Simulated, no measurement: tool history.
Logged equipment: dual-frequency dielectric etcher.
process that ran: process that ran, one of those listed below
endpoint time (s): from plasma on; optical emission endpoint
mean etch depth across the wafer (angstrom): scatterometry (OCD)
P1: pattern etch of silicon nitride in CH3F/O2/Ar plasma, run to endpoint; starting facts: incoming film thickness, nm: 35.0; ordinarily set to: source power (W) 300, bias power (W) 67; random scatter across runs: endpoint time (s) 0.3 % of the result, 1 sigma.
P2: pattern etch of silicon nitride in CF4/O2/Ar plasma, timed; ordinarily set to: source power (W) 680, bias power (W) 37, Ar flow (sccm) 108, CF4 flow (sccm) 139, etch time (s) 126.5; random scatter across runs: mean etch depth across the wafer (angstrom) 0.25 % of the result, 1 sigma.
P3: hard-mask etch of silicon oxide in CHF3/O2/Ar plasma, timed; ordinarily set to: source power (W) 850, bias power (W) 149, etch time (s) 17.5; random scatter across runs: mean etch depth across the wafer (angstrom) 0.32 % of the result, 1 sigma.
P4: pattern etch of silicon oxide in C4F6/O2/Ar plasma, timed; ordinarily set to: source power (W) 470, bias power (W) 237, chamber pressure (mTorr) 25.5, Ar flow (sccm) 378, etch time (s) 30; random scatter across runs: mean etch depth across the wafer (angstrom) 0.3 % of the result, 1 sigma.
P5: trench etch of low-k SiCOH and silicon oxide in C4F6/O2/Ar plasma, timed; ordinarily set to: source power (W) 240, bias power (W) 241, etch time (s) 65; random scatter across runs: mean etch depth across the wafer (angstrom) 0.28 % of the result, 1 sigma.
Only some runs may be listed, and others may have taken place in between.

run	day	process that ran	source power (W)	bias power (W)	Ar flow (sccm)	CF4 flow (sccm)	etch time (s)	chamber pressure (mTorr)	hours since the last wet clean	hours since the last source power generator calibration	hours since the last bias power generator calibration	endpoint time (s)	mean etch depth across the wafer (angstrom)
1	0.288	P1	300	67					352.6	2469	696.9	59.166	
2	0.558	P1	210	78					359.1	2475.5	703.4	64.301	
3	0.95	P2	680	37	108	139	126.5		368.5	2484.9	712.8		2890.5
4	1.392	P3	850	103			17.5		379.1	2495.5	723.4		334.28
5	1.812	P2	680	37	108	173	126.5		389.2	2505.6	733.5		2972.4
6	2.038	P4	470	237	378		30	25.5	394.6	2511	738.9		1123.3
7	2.375	P5	240	241			65		402.7	2519.1	747		1864
8	2.758	P4	620	237	378		30	25.5	411.9	2528.3	756.2		1246.2
9	3.021	P3	850	149			17.5		418.2	2534.6	762.5		373.15
10	3.279	P5	240	241			65		424.4	2540.8	768.7		1871.8
11	3.567	P1	300	67					431.3	2547.7	775.6	59.366	
12	3.929	P1	230	82					440	2556.4	784.3	60.919	
13	4.258	P1	300	67					447.9	2564.3	792.2	59.404	
14	4.538	P2	680	28	108	139	126.5		454.6	2571	798.9		2649.5
15	4.862	P5	240	241			36		462.4	2578.8	806.7		1033.3
16	5.312	P1	300	91					473.2	2589.6	817.5	53.093	
17	5.721	P1	300	67					483	2599.4	827.3	59.434	
18	5.996	P4	470	237	378		30	31.5	489.6	2606	833.9		1091.1
19	6.267	P2	680	37	108	139	181.5		496.1	2612.5	840.4		4158.7
20	6.538	P4	470	173	378		30	25.5	502.6	2619	846.9		1017.3
21	6.862	P1	370	67					510.4	2626.8	854.7	54.698	
22	7.283	P1	300	67					520.5	2636.9	864.8	59.449	
23	7.704	P5	240	158			65		530.6	2647	874.9		1619.3
24	8.1	P4	470	237	378		45	25.5	540.1	2656.5	884.4		1681.8
25	8.417	P1	300	67					547.7	2664.1	892	59.373	
26	8.746	P2	440	37	108	139	126.5		555.6	2672	899.9		1976.4
27	9.025	P2	680	37	83	139	126.5		562.3	2678.7	906.6		2995
28	9.279	P3	850	149			24.5		568.4	2684.8	912.7		521.43
29	9.612	P5	320	241			65		576.4	2692.8	920.7		2085.2
30	9.817	P2	680	37	108	139	126.5		581.3	2697.7	925.6		2894.7
31	10.138	P1	300	67					589	2705.4	933.3	59.202	
32	10.542	P1	190	67					598.7	2715.1	943	70.975	
33	10.783	P1	220	44					604.5	2720.9	948.8	77.106	
34	11.012	P3	1190	149			17.5		610	2726.4	954.3		426.77
35	11.4	P1	300	49					619.3	2735.7	963.6	65.949	
36	11.733	P4	470	237	221		30	25.5	627.3	2743.7	971.6		1194.6
37	11.962	P1	300	67					632.8	2749.2	977.1	59.318	
38	12.421	P1	300	67					643.8	2760.2	988.1	58.87	
39	12.746	P1	300	67					651.6	2768	995.9	58.624	
# day 12.983: wet clean of the chamber
40	13.188	P1	300	67					5	2778.6	1006.5	58.727	
41	13.629	P1	300	67					15.6	2789.2	1017.1	58.815	
42	14.017	P1	300	67					24.9	2798.5	1026.4	58.7	
43	14.4	P1	300	67					34.1	2807.7	1035.6	58.606	
44	14.758	P1	300	67					42.7	2816.3	1044.2	58.567	

Compared with where it was, what P1 gives has crept away. Each cause listed below fits the log as well as the rest, at the size given for it:
A: source power that arrives over what is set, % = 4.06
B: bias power that arrives over what is set, % = 4.45
The onset of the drift is placed at about day 11.962.
Each remaining cause and why it is not a fit:
chamber walls in a state that raises the etch rate, %: serviced at day 12.983, after the change had begun; the process did not return to its earlier output

Question marks stand in for the results of the 4 check runs listed below, each run on one wafer. Under which run would the listed causes show clearly different results?
check 1	15.117	P2	500	37	83	139	126.5						?
check 2	15.117	P5	240	241			49.5						?
check 3	15.117	P4	550	237	378		43.5	25.5					?
check 4	15.117	P3	1180	105			17.5						?

Check results expected under each cause:
check	result	if A	if B
check 1	mean etch depth across the wafer (angstrom)	2359.9	2311
check 2	mean etch depth across the wafer (angstrom)	1442.5	1442.5
check 3	mean etch depth across the wafer (angstrom)	1757.2	1755.3
check 4	mean etch depth across the wafer (angstrom)	390.27	388.79
Smallest distance between any two causes, each pair judged by its most separating result, in per cent: check 1 2.09 %; check 2 0 %; check 3 0.11 %; check 4 0.38 %
Of the check runs offered, only check 1 discriminates between the causes; the rest would read about the same regardless of which cause applies.

With check 1 done, the readings were: mean etch depth across the wafer (angstrom) 2311.2. Identify which of the listed causes applies.

The correct cause is B, namely: bias power that arrives over what is set, %.
